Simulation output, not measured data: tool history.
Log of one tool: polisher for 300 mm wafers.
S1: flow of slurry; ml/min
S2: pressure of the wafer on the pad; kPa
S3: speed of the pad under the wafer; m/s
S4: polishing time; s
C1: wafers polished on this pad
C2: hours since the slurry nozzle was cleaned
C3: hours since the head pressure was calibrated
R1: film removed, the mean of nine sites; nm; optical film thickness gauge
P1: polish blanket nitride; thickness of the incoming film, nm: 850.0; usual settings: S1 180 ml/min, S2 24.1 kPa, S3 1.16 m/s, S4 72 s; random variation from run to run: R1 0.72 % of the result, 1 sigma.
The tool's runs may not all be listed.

Run 1, hour 10.1: S1 180 ml/min, S2 24.1 kPa, S3 1.16 m/s, S4 72 s; C1 396; C2 572.2; C3 184.6. Result: R1 141.350 nm.
Run 2, hour 16.6: S1 180 ml/min, S2 37.2 kPa, S3 1.16 m/s, S4 111 s; C1 487; C2 578.7; C3 191.1. Result: R1 333.920 nm.
Run 3, hour 28.4: S1 180 ml/min, S2 24.1 kPa, S3 1.16 m/s, S4 72 s; C1 654; C2 590.5; C3 202.9. Result: R1 140.850 nm.
Run 4, hour 39.3: S1 180 ml/min, S2 24.1 kPa, S3 1.16 m/s, S4 113 s; C1 807; C2 601.4; C3 213.8. Result: R1 217.810 nm.
At hour 41.1: worn pad replaced by a new one.
Run 5, hour 45.7: S1 180 ml/min, S2 37.2 kPa, S3 1.16 m/s, S4 72 s; C1 65; C2 607.8; C3 220.2. Result: R1 217.710 nm.
Run 6, hour 56.1: S1 180 ml/min, S2 24.1 kPa, S3 1.16 m/s, S4 72 s; C1 212; C2 618.2; C3 230.6. Result: R1 139.090 nm.
Run 7, hour 66.6: S1 110 ml/min, S2 24.1 kPa, S3 1.16 m/s, S4 72 s; C1 360; C2 628.7; C3 241.1. Result: R1 128.330 nm.
Run 8, hour 78.7: S1 180 ml/min, S2 24.1 kPa, S3 1.16 m/s, S4 72 s; C1 530; C2 640.8; C3 253.2. Result: R1 140.570 nm.
Run 9, hour 91.0: S1 110 ml/min, S2 24.1 kPa, S3 1.56 m/s, S4 72 s; C1 704; C2 653.1; C3 265.5. Result: R1 163.270 nm.
Run 10, hour 104.0: S1 180 ml/min, S2 24.1 kPa, S3 0.52 m/s, S4 72 s; C1 887; C2 666.1; C3 278.5. Result: R1 73.598 nm.
Run 11, hour 115.6: S1 240 ml/min, S2 31.7 kPa, S3 1.16 m/s, S4 72 s; C1 1051; C2 677.7; C3 290.1. Result: R1 189.590 nm.
Run 12, hour 123.6: S1 180 ml/min, S2 24.1 kPa, S3 1.76 m/s, S4 72 s; C1 1164; C2 685.7; C3 298.1. Result: R1 196.240 nm.
Run 13, hour 137.6: S1 180 ml/min, S2 24.1 kPa, S3 1.16 m/s, S4 32 s; C1 1361; C2 699.7; C3 312.1. Result: R1 62.224 nm.
Run 14, hour 146.7: S1 180 ml/min, S2 11.7 kPa, S3 1.16 m/s, S4 72 s; C1 1489; C2 708.8; C3 321.2. Result: R1 67.628 nm.
Run 15, hour 157.8: S1 250 ml/min, S2 24.1 kPa, S3 1.16 m/s, S4 72 s; C1 1646; C2 719.9; C3 332.3. Result: R1 146.760 nm.
Run 16, hour 169.1: S1 180 ml/min, S2 24.1 kPa, S3 1.16 m/s, S4 72 s; C1 1805; C2 731.2; C3 343.6. Result: R1 140.380 nm.
Run 17, hour 177.0: S1 180 ml/min, S2 24.1 kPa, S3 1.16 m/s, S4 72 s; C1 1917; C2 739.1; C3 351.5. Result: R1 141.610 nm.
Run 18, hour 184.2: S1 180 ml/min, S2 24.1 kPa, S3 1.16 m/s, S4 72 s; C1 2018; C2 746.3; C3 358.7. Result: R1 136.520 nm.
Run 19, hour 190.8: S1 180 ml/min, S2 24.1 kPa, S3 1.16 m/s, S4 72 s; C1 2111; C2 752.9; C3 365.3. Result: R1 135.300 nm.
Run 20, hour 197.8: S1 180 ml/min, S2 24.1 kPa, S3 1.16 m/s, S4 72 s; C1 2210; C2 759.9; C3 372.3. Result: R1 130.620 nm.
Run 21, hour 207.5: S1 180 ml/min, S2 24.1 kPa, S3 1.16 m/s, S4 72 s; C1 2347; C2 769.6; C3 382.0. Result: R1 130.080 nm.
Run 22, hour 215.4: S1 180 ml/min, S2 24.1 kPa, S3 1.16 m/s, S4 72 s; C1 2458; C2 777.5; C3 389.9. Result: R1 128.950 nm.
At hour 220.8: worn pad replaced by a new one.
Run 23, hour 223.7: S1 180 ml/min, S2 24.1 kPa, S3 1.16 m/s, S4 72 s; C1 41; C2 785.8; C3 398.2. Result: R1 128.780 nm.
Run 24, hour 237.1: S1 180 ml/min, S2 24.1 kPa, S3 1.16 m/s, S4 72 s; C1 230; C2 799.2; C3 411.6. Result: R1 129.880 nm.
Run 25, hour 251.3: S1 180 ml/min, S2 24.1 kPa, S3 1.16 m/s, S4 72 s; C1 430; C2 813.4; C3 425.8. Result: R1 127.150 nm.

What P1 gives has crept away from where it was. These 2 causes fit the log equally well, each at the size given:
A: slurry flow missing at the pad, % = 39.1
B: head's pressure below its setpoint, % = 8.79
The creep began at about hour 177.0.
Why every other cause is out:
removal rate lost through wear of the pad, %: serviced at hour 220.8, which brought nothing back

4 check runs are offered, each on 3 wafers whose results are averaged, their results left as question marks. Which one tells the causes apart?
Run check 1, hour 265.5: S1 180 ml/min, S2 24.1 kPa, S3 1.16 m/s, S4 106 s. Result: R1 ?.
Run check 2, hour 265.5: S1 125 ml/min, S2 13.1 kPa, S3 1.16 m/s, S4 72 s. Result: R1 ?.
Run check 3, hour 265.5: S1 180 ml/min, S2 16.5 kPa, S3 1.76 m/s, S4 72 s. Result: R1 ?.
Run check 4, hour 265.5: S1 180 ml/min, S2 34.5 kPa, S3 1.76 m/s, S4 72 s. Result: R1 ?.

What each check would give under each cause:
  check  result     if A     if B
check 1      R1  188.230  188.200
check 2      R1   62.877   65.133
check 3      R1  122.370  122.360
check 4      R1  254.950  254.910
How far apart the two closest causes lie, in the result that separates them most: check 1 0.02 %; check 2 3.53 %; check 3 0.02 %; check 4 0.02 %
Check 2 tells the causes apart: in the others they would give nearly the same result.

Then check 2 was run and gave: R1 65.091 nm. Which cause is it?

It is B: head's pressure below its setpoint, %.

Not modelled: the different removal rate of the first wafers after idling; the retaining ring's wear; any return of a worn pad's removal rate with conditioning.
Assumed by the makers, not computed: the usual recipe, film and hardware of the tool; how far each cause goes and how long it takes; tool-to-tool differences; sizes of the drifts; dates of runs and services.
